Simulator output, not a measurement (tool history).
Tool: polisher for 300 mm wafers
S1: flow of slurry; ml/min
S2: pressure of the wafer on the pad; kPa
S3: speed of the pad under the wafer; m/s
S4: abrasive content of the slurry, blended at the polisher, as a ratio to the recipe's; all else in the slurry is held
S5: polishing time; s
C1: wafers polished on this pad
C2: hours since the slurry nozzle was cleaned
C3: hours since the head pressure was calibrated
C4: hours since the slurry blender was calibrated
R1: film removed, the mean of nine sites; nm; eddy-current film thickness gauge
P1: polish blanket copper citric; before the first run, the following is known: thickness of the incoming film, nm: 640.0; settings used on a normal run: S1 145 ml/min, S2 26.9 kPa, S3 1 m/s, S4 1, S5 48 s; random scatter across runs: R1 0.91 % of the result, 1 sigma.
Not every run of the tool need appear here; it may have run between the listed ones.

run,hour,S1,S2,S3,S4,S5,C1,C2,C3,C4,R1
1,5.6,145,26.9,1,1,48,541,552.9,660.7,244.6,117
2,10.8,145,12.4,1,1,48,591,558.1,665.9,249.8,54.361
3,14.4,190,26.9,1,1,60,625,561.7,669.5,253.4,153.12
4,21.2,145,26.9,1,1,31,690,568.5,676.3,260.2,76.029
5,26,145,26.9,0.44,1,48,736,573.3,681.1,265,52.714
6,31.1,145,26.9,1,1,48,785,578.4,686.2,270.1,117.84
7,36.7,145,26.9,1,0.65,48,839,584,691.8,275.7,108.06
8,42.8,110,36.5,1,1,48,897,590.1,697.9,281.8,146.37
9,47.2,145,26.9,1.34,1,48,939,594.5,702.3,286.2,156.39
# hour 47.7: head pressure recalibrated
10,53.7,145,26.9,1,1,48,1002,601,6.1,292.7,116.63
11,57.3,145,37.2,1,1,48,1036,604.6,9.7,296.3,161.1
12,60.4,145,26.9,1,1,68,1066,607.7,12.8,299.4,166.36
13,66.6,85,26.9,1,1,48,1125,613.9,19,305.6,102.74
14,71.4,185,26.9,1,1,48,1171,618.7,23.8,310.4,121.45
15,77,145,26.9,1,1.45,48,1225,624.3,29.4,316,126.16
16,83.6,145,26.9,1,1,48,1288,630.9,36,322.6,117.04
17,87.5,145,26.9,1,1,48,1326,634.8,39.9,326.5,115.33
18,90.8,145,26.9,1,1,48,1357,638.1,43.2,329.8,116.36
19,95.7,145,26.9,1,1,48,1404,643,48.1,334.7,113.73
20,102.1,145,26.9,1,1,48,1466,649.4,54.5,341.1,108.12
# hour 104.6: slurry blender recalibrated
21,107.8,145,26.9,1,1,48,1520,655.1,60.2,3.3,107.8
# hour 111.8: worn pad replaced by a new one
22,111.9,145,26.9,1,1,48,1,659.2,64.3,7.4,107.2
23,115.6,145,26.9,1,1,48,36,662.9,68,11.1,106.26
24,119.1,145,26.9,1,1,48,70,666.4,71.5,14.6,107.66
25,124.3,145,26.9,1,1,48,120,671.6,76.7,19.8,107.25
26,127.6,145,26.9,1,1,48,151,674.9,80,23.1,104.98

Compared with where it was, what P1 gives has crept away. Each cause listed below fits the log as well as the rest, at the size given for it:
A: slurry flow missing at the pad, % = 37.8
B: head's pressure below its setpoint, % = 10.2
The onset of the drift is placed at about hour 90.8.
Every other cause this tool's parts could produce, and why it does not fit the log:
removal rate lost through wear of the pad, %: serviced at hour 111.8, after the drift had started, without restoring the earlier output
abrasive missing from the slurry, %: serviced at hour 104.6, after the drift had started, without restoring the earlier output

Below are 4 check runs, each averaged over 2 wafers, with their results shown as question marks. Which of them would give clearly different results depending on which cause is behind the drift?
check 1,130.9,85,26.9,1,1,48,,,,,?
check 2,130.9,145,35.9,1,1.4,48,,,,,?
check 3,130.9,145,13.8,0.62,1,48,,,,,?
check 4,130.9,145,36.5,0.58,1,48,,,,,?

Predicted outcomes, by check and by cause:
check,result,if A,if B
check 1,R1,87.532,93.111
check 2,R1,150.26,150.2
check 3,R1,34.783,34.933
check 4,R1,83.332,83.384
Gap, in per cent, between the two causes that each check separates least, read from the result that separates them most: check 1 6.18 %; check 2 0.05 %; check 3 0.43 %; check 4 0.06 %
Check 1 is the one run that separates the causes; every other check would come out nearly the same whichever cause is at work.

Check 1 was carried out, with these results: R1 87.78 nm. Which of the listed causes is responsible?

It was cause A: slurry flow missing at the pad, %.
